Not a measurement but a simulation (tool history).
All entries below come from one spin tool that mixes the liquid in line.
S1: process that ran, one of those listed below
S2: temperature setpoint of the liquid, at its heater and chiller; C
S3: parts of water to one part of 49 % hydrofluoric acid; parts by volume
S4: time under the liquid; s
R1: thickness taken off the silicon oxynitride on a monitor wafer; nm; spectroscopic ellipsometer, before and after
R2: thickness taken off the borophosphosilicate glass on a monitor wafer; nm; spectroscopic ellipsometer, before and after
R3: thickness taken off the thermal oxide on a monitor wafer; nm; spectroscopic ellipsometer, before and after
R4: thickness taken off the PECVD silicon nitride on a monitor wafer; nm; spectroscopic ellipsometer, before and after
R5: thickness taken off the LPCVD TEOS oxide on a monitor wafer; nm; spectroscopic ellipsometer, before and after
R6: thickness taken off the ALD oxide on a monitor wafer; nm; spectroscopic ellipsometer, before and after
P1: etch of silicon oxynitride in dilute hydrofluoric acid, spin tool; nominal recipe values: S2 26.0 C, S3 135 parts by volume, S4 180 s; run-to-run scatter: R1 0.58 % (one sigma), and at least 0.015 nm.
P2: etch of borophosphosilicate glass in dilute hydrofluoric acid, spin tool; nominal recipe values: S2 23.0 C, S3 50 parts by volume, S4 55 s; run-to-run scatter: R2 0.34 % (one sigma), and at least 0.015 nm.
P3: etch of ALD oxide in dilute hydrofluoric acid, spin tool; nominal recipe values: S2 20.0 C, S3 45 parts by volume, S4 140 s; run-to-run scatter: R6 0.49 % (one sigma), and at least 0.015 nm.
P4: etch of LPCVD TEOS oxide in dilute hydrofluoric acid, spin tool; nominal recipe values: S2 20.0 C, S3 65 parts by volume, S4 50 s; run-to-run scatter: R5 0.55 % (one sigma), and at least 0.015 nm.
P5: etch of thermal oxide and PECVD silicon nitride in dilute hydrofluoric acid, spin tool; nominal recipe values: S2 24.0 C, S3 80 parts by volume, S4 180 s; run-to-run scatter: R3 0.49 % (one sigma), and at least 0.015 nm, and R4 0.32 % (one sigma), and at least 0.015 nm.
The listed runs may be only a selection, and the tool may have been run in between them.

run   hour  S1    S2   S3   S4        R1       R2       R3       R4       R5      R6
  1    7.1  P1  26.0  135  180   4.39730
  2   18.1  P1  26.0  135  180   4.42790
  3   24.4  P2  23.0   50   20             18.869
  4   33.3  P2  23.0   50   55             52.085
  5   38.8  P5  18.0   80  180                      8.6156   5.2747
  6   48.9  P2  23.0   50   55             52.101
  7   55.6  P1  32.5  135  335  11.00300
  8   62.1  P1  34.0  135  180   6.24350
  9   72.3  P4  20.0   65   50                                       11.6780
 10   83.7  P3  26.5   45  140                                                73.201
 11   90.8  P2  23.0   20   55            135.330
 12   96.1  P4  20.0   65   15                                        3.4582
 13  107.1  P1  21.0  135  180   3.48920
     112.1  -- thermometer replaced
 14  112.3  P1  26.0  215  180   2.57510
 15  117.6  P1  26.0  135  340   8.29350
 16  127.2  P1  26.0  135  180   4.37030
 17  134.3  P3  20.0   75  140                                                32.130
 18  139.8  P1  26.0  135  180   4.44990
 19  151.4  P4  24.5   65   50                                       13.8260
 20  162.3  P1  26.0  135   15   0.36501
 21  168.1  P5  24.0   80  180                     11.0290   7.9244
 22  177.4  P2  29.0   50   55             66.894
 23  183.8  P1  26.0   40  180  16.24600
 24  189.5  P4  20.0   65   50                                       11.5860
 25  196.1  P4  20.0   25   50                                       31.6970
 26  202.3  P3  20.0   45  140                                                56.153
 27  210.2  P5  24.0   40  180                     23.1370  15.6250
 28  221.1  P5  24.0   80  275                     16.8970  12.2360
 29  230.5  P1  26.0  135  180   4.40780
 30  238.9  P3  20.0   45   45                                                17.892
 31  246.2  P1  26.0  135  180   4.48650
 32  254.4  P1  26.0  135  180   4.22410
 33  262.5  P1  26.0  135  180   4.19050
 34  268.4  P1  26.0  135  180   4.04500
 35  278.4  P1  26.0  135  180   4.03970
 36  287.1  P1  26.0  135  180   3.98760

What does the tool deliver on the next run?
 37  298.3  P1  26.0  135  180   ?

{"run 37": {"R1": 3.9624}}
